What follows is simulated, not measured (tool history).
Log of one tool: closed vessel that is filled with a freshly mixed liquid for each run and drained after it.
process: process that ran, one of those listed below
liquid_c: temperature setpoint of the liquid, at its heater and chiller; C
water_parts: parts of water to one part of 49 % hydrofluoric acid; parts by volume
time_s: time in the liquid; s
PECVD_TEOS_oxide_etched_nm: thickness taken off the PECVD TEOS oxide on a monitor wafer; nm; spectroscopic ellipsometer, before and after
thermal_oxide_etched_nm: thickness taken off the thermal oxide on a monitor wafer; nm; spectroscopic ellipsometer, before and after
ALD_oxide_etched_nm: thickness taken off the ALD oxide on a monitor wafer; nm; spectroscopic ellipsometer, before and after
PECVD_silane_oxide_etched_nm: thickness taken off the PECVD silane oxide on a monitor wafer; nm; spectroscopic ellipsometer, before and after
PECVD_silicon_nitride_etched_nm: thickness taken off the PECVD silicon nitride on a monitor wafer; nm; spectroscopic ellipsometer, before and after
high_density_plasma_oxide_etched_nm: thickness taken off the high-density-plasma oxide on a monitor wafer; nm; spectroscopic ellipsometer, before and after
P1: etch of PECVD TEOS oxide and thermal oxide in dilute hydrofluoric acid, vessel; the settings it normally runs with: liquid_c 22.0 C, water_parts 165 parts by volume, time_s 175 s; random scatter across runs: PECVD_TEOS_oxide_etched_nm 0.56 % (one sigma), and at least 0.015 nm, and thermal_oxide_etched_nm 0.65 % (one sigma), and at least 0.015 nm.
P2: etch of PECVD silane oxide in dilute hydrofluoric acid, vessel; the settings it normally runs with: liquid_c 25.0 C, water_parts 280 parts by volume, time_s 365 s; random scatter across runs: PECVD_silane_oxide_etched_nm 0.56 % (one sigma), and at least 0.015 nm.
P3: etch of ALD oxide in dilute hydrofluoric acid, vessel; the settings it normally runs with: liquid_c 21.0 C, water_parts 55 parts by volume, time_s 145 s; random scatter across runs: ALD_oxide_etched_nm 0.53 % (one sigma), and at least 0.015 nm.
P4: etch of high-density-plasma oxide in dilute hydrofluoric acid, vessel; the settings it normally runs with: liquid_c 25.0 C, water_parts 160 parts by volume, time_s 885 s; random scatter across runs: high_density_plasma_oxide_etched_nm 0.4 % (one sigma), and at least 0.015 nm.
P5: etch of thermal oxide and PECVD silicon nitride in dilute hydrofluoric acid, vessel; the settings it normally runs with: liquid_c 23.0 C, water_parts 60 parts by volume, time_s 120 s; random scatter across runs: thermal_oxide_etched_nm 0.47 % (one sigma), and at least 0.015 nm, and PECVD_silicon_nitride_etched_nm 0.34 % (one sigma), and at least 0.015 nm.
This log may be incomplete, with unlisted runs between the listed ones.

run   hour  process  liquid_c  water_parts  time_s  hours since the thermometer was replaced  hours since the hydrofluoric acid flow meter was replaced  PECVD_TEOS_oxide_etched_nm  thermal_oxide_etched_nm  ALD_oxide_etched_nm  PECVD_silane_oxide_etched_nm  PECVD_silicon_nitride_etched_nm  high_density_plasma_oxide_etched_nm
  1    5.0       P1      22.0          165     175                                    1368.8                                                      337.8                     17.1320                   4.3325
  2   11.2       P3      21.0           55     145                                    1375.0                                                      344.0                                                                   36.1200
  3   16.4       P1      17.0          265     175                                    1380.2                                                      349.2                      8.1048                   2.0232
  4   21.8       P2      25.0          435     365                                    1385.6                                                      354.6                                                                                                  15.266
  5   28.2       P1      22.0          260      70                                    1392.0                                                      361.0                      4.0288                   1.0091
  6   34.7       P2      25.0          280     365                                    1398.5                                                      367.5                                                                                                  27.091
  7   37.7       P1      22.0          165      65                                    1401.5                                                      370.5                      6.4547                   1.6088
  8   40.9       P5      23.0           60      60                                    1404.7                                                      373.7                                               4.7488                                                                              4.5696
  9   45.9       P1      17.0          165     175                                    1409.7                                                      378.7                     14.1010                   3.6215
 10   52.0       P5      23.0           60     120                                    1415.8                                                      384.8                                               9.5498                                                                              9.1803
 11   58.2       P4      25.0          160     885                                    1422.0                                                      391.0                                                                                                                                                                        45.539
 12   63.1       P1      22.0          165     175                                    1426.9                                                      395.9                     17.3000                   4.3811
 13   68.8       P2      25.0          280     725                                    1432.6                                                      401.6                                                                                                  54.302
 14   72.3       P3      21.0           55      30                                    1436.1                                                      405.1                                                                    7.4835
 15   78.3       P2      17.0          280     365                                    1442.1                                                      411.1                                                                                                  20.443
 16   81.7       P2      25.0          280     365                                    1445.5                                                      414.5                                                                                                  27.583
 17   87.3       P4      25.0          160    1295                                    1451.1                                                      420.1                                                                                                                                                                        66.556
 18   90.3       P1      22.0          165     175                                    1454.1                                                      423.1                     17.3290                   4.3625
 19   94.6       P1      22.0          165     285                                    1458.4                                                      427.4                     27.8220                   7.1492
 20  100.4       P4      25.0          100     885                                    1464.2                                                      433.2                                                                                                                                                                        78.423
 21  107.1       P5      23.0           60     120                                    1470.9                                                      439.9                                               9.5567                                                                              9.1784
 22  111.8       P1      22.0          280     175                                    1475.6                                                      444.6                      9.0894                   2.2826
 23  117.9       P3      17.0           55     145                                    1481.7                                                      450.7                                                                   30.1160
 24  124.8       P3      21.0           55     145                                    1488.6                                                      457.6                                                                   35.9010
 25  127.9       P3      21.0           95     145                                    1491.7                                                      460.7                                                                   19.8920
 26  133.8       P5      23.0           20     120                                    1497.6                                                      466.6                                              30.2010                                                                             26.6580
 27  138.3       P1      22.0          165     175                                    1502.1                                                      471.1                     17.2490                   4.3212
 28  142.4       P1      22.0           80     175                                    1506.2                                                      475.2                     38.8330                   9.7710
 29  146.4       P4      20.5          160     885                                    1510.2                                                      479.2                                                                                                                                                                        38.357
 30  152.2       P1      26.0          165     175                                    1516.0                                                      485.0                     20.1080                   5.1099
 31  156.7       P5      17.0           60     120                                    1520.5                                                      489.5                                               7.3335                                                                              6.0867
 32  163.0       P1      22.0          165     175                                    1526.8                                                      495.8                     17.0880                   4.3733
 33  167.2       P1      22.0          165     175                                    1531.0                                                      500.0                     17.8430                   4.3998
 34  172.1       P1      22.0          165     175                                    1535.9                                                      504.9                     18.0550                   4.5300
 35  178.0       P1      22.0          165     175                                    1541.8                                                      510.8                     18.5580                   4.6730
 36  183.3       P1      22.0          165     175                                    1547.1                                                      516.1                     18.5650                   4.6760
 37  186.7       P1      22.0          165     175                                    1550.5                                                      519.5                     18.5270                   4.7284
 38  192.9       P1      22.0          165     175                                    1556.7                                                      525.7                     18.6270                   4.7603
 39  199.6       P1      22.0          165     175                                    1563.4                                                      532.4                     18.8020                   4.6956
 40  203.4       P1      22.0          165     175                                    1567.2                                                      536.2                     18.6670                   4.7679
 41  209.3       P1      22.0          165     175                                    1573.1                                                      542.1                     18.9470                   4.7927
 42  215.0       P1      22.0          165     175                                    1578.8                                                      547.8                     19.0340                   4.7493

P1 no longer gives what it gave before; its output has crept away from where it was. The following 2 causes, each at its listed size, fit the log equally well:
A: liquid hotter than its thermometer reads (K) = 2.44
B: hydrofluoric acid flow above the setpoint (%) = 8.24
Creep in the process output first set in at about hour 163.0.

Listed below are the offered check runs, one wafer per run, with question marks in place of results. For which of them would the causes give clearly different outcomes?
check 1  220.7       P5      23.0           30     120                                                                                                                                                         ?                                                                                   ?
check 2  220.7       P2      20.0          280     365                                                                                                                                                                                                            ?
check 3  220.7       P3      21.0           75      30                                                                                                                                                                              ?
check 4  220.7       P4      21.0          105     885                                                                                                                                                                                                                                                                                  ?

How each check would come out, cause by cause:
  check                               result     if A     if B
check 1              thermal_oxide_etched_nm  21.9180  21.4860
check 1      PECVD_silicon_nitride_etched_nm  21.2820  19.4560
check 2         PECVD_silane_oxide_etched_nm   25.064   25.316
check 3                  ALD_oxide_etched_nm   5.9000   5.8181
check 4  high_density_plasma_oxide_etched_nm   69.466   68.800
Gap, in per cent, between the two causes that each check separates least, read from the result that separates them most: check 1 8.97 %; check 2 1 %; check 3 1.4 %; check 4 0.96 %
Of the check runs offered, only check 1 discriminates between the causes; the rest would read about the same regardless of which cause applies.

After running check 1, the following was obtained: thermal_oxide_etched_nm 21.4690 nm; PECVD_silicon_nitride_etched_nm 19.4440 nm. Which cause does this point to?

The cause is B: hydrofluoric acid flow above the setpoint (%).

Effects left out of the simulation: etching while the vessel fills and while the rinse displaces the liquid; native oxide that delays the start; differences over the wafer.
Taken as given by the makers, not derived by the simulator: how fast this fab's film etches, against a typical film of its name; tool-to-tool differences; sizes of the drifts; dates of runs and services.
